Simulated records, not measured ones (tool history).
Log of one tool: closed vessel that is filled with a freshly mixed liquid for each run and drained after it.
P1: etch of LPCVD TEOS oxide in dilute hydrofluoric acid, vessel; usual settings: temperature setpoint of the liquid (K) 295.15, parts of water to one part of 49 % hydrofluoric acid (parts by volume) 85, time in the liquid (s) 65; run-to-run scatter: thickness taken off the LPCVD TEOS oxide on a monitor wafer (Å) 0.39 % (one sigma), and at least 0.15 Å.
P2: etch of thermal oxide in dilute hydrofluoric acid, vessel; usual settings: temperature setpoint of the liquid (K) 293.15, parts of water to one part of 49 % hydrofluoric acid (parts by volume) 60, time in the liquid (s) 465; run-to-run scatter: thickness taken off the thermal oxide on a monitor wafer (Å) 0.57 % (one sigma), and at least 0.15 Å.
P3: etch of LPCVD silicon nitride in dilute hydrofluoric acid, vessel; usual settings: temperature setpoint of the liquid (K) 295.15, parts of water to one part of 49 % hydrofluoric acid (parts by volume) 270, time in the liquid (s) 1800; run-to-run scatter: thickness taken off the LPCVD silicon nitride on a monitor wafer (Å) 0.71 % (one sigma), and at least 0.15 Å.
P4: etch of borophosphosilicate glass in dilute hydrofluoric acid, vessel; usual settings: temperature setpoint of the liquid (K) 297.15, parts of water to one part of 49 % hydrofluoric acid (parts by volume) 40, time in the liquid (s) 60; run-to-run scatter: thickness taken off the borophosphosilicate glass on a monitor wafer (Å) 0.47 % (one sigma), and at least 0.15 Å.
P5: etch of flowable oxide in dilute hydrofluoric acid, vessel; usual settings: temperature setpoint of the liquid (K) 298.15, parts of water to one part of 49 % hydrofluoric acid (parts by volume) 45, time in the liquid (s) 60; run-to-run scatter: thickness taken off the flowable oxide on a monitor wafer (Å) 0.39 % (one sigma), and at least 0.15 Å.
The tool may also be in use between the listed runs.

| run | hour | process that ran | temperature setpoint of the liquid (K) | parts of water to one part of 49 % hydrofluoric acid (parts by volume) | time in the liquid (s) | hours since the thermometer was replaced | hours since the hydrofluoric acid flow meter was replaced | thickness taken off the LPCVD TEOS oxide on a monitor wafer (Å) | thickness taken off the flowable oxide on a monitor wafer (Å) | thickness taken off the LPCVD silicon nitride on a monitor wafer (Å) | thickness taken off the thermal oxide on a monitor wafer (Å) | thickness taken off the borophosphosilicate glass on a monitor wafer (Å) |
|---|---|---|---|---|---|---|---|---|---|---|---|---|
| 1 | 12.2 | P1 | 295.15 | 85 | 65 | 463.9 | 498.8 | 120.51 |  |  |  |  |
| 2 | 18.4 | P5 | 298.15 | 45 | 60 | 470.1 | 505 |  | 512.56 |  |  |  |
| 3 | 27.1 | P1 | 295.15 | 120 | 65 | 478.8 | 513.7 | 82.309 |  |  |  |  |
| 4 | 36.2 | P1 | 295.15 | 85 | 65 | 487.9 | 522.8 | 120.45 |  |  |  |  |
| 5 | 46 | P5 | 298.15 | 60 | 60 | 497.7 | 532.6 |  | 372.96 |  |  |  |
| 6 | 56 | P1 | 295.15 | 85 | 65 | 507.7 | 542.6 | 119.71 |  |  |  |  |
| 7 | 65.3 | P1 | 290.15 | 85 | 105 | 517 | 551.9 | 157.18 |  |  |  |  |
| 8 | 71.6 | P3 | 295.15 | 270 | 2955 | 523.3 | 558.2 |  |  | 49.352 |  |  |
| 9 | 81.9 | P1 | 295.15 | 85 | 30 | 533.6 | 568.5 | 55.418 |  |  |  |  |
| 10 | 91.4 | P3 | 295.15 | 270 | 1800 | 543.1 | 578 |  |  | 29.661 |  |  |
| 11 | 102.2 | P2 | 300.65 | 60 | 465 | 553.9 | 588.8 |  |  |  | 425.49 |  |
| 12 | 115.7 | P1 | 295.15 | 30 | 65 | 567.4 | 602.3 | 367.13 |  |  |  |  |
| 13 | 129.1 | P1 | 302.15 | 85 | 65 | 580.8 | 615.7 | 158.51 |  |  |  |  |
| 14 | 138.9 | P1 | 295.15 | 85 | 105 | 590.6 | 625.5 | 194.51 |  |  |  |  |
| 15 | 150.7 | P4 | 297.15 | 40 | 60 | 602.4 | 637.3 |  |  |  |  | 961.33 |
| 16 | 161.2 | P4 | 297.15 | 20 | 60 | 612.9 | 647.8 |  |  |  |  | 1986.8 |
| 17 | 167.7 | P1 | 295.15 | 85 | 65 | 619.4 | 654.3 | 120.43 |  |  |  |  |
| 18 | 179.4 | P1 | 290.15 | 85 | 65 | 631.1 | 666 | 98.01 |  |  |  |  |
| 19 | 192.1 | P4 | 297.15 | 40 | 95 | 643.8 | 678.7 |  |  |  |  | 1539.7 |
| 20 | 203.6 | P1 | 295.15 | 85 | 65 | 655.3 | 690.2 | 120.85 |  |  |  |  |
| 21 | 210.1 | P3 | 301.65 | 270 | 1800 | 661.8 | 696.7 |  |  | 44.121 |  |  |
| 22 | 219.3 | P2 | 293.15 | 60 | 165 | 671 | 705.9 |  |  |  | 112.09 |  |
| 23 | 231.9 | P5 | 298.15 | 45 | 105 | 683.6 | 718.5 |  | 893.73 |  |  |  |
| 24 | 241.2 | P5 | 303.15 | 45 | 60 | 692.9 | 727.8 |  | 619.77 |  |  |  |
| 25 | 254 | P1 | 295.15 | 85 | 65 | 705.7 | 740.6 | 120.7 |  |  |  |  |
| 26 | 264.7 | P3 | 295.15 | 75 | 1800 | 716.4 | 751.3 |  |  | 106.39 |  |  |
| 27 | 273.9 | P2 | 293.15 | 60 | 465 | 725.6 | 760.5 |  |  |  | 315.31 |  |
| 28 | 287.5 | P2 | 293.15 | 30 | 465 | 739.2 | 774.1 |  |  |  | 657.03 |  |
| 29 | 296.4 | P4 | 302.15 | 40 | 60 | 748.1 | 783 |  |  |  |  | 1200.7 |
| 30 | 307.8 | P1 | 295.15 | 85 | 65 | 759.5 | 794.4 | 120.18 |  |  |  |  |
| 31 | 315.8 | P1 | 295.15 | 85 | 65 | 767.5 | 802.4 | 117.07 |  |  |  |  |
| 32 | 322 | P1 | 295.15 | 85 | 65 | 773.7 | 808.6 | 115.31 |  |  |  |  |
| 33 | 328 | P1 | 295.15 | 85 | 65 | 779.7 | 814.6 | 113.84 |  |  |  |  |
| 34 | 335.5 | P1 | 295.15 | 85 | 65 | 787.2 | 822.1 | 113.34 |  |  |  |  |
| 35 | 347.2 | P1 | 295.15 | 85 | 65 | 798.9 | 833.8 | 111.91 |  |  |  |  |
| 36 | 355.7 | P1 | 295.15 | 85 | 65 | 807.4 | 842.3 | 111.41 |  |  |  |  |
| 37 | 363.7 | P1 | 295.15 | 85 | 65 | 815.4 | 850.3 | 110.71 |  |  |  |  |
| 38 | 370 | P1 | 295.15 | 85 | 65 | 821.7 | 856.6 | 110.45 |  |  |  |  |
| 39 | 383.4 | P1 | 295.15 | 85 | 65 | 835.1 | 870 | 109.19 |  |  |  |  |
| 40 | 390.5 | P1 | 295.15 | 85 | 65 | 842.2 | 877.1 | 110.59 |  |  |  |  |
| 41 | 403.7 | P1 | 295.15 | 85 | 65 | 855.4 | 890.3 | 109.33 |  |  |  |  |

What P1 gives has crept away from where it was. These 2 causes fit the log equally well, each at the size given:
A: hydrofluoric acid flow below the setpoint (%) = 8.02
B: liquid colder than its thermometer reads (K) = 2.25
The creep began at about hour 307.8.

4 check runs are offered, each on 2 wafers whose results are averaged, their results left as question marks. Which one tells the causes apart?
| check 1 | 416.9 | P5 | 298.15 | 45 | 60 |  |  |  | ? |  |  |  |
| check 2 | 416.9 | P3 | 295.15 | 270 | 1800 |  |  |  |  | ? |  |  |
| check 3 | 416.9 | P2 | 293.15 | 60 | 465 |  |  |  |  |  | ? |  |
| check 4 | 416.9 | P4 | 297.15 | 40 | 60 |  |  |  |  |  |  | ? |

What each check would give under each cause:
| check | result | if A | if B |
|---|---|---|---|
| check 1 | thickness taken off the flowable oxide on a monitor wafer (Å) | 465.82 | 463.87 |
| check 2 | thickness taken off the LPCVD silicon nitride on a monitor wafer (Å) | 27.589 | 25.951 |
| check 3 | thickness taken off the thermal oxide on a monitor wafer (Å) | 287.87 | 286.15 |
| check 4 | thickness taken off the borophosphosilicate glass on a monitor wafer (Å) | 885.6 | 880.45 |
How far apart the two closest causes lie, in the result that separates them most: check 1 0.42 %; check 2 6.12 %; check 3 0.6 %; check 4 0.58 %
Only check 2 tells the causes apart: in the others they would give nearly the same result.

Then check 2 was run and gave: thickness taken off the LPCVD silicon nitride on a monitor wafer (Å) 27.459. Which cause is it?

It is A: hydrofluoric acid flow below the setpoint (%).
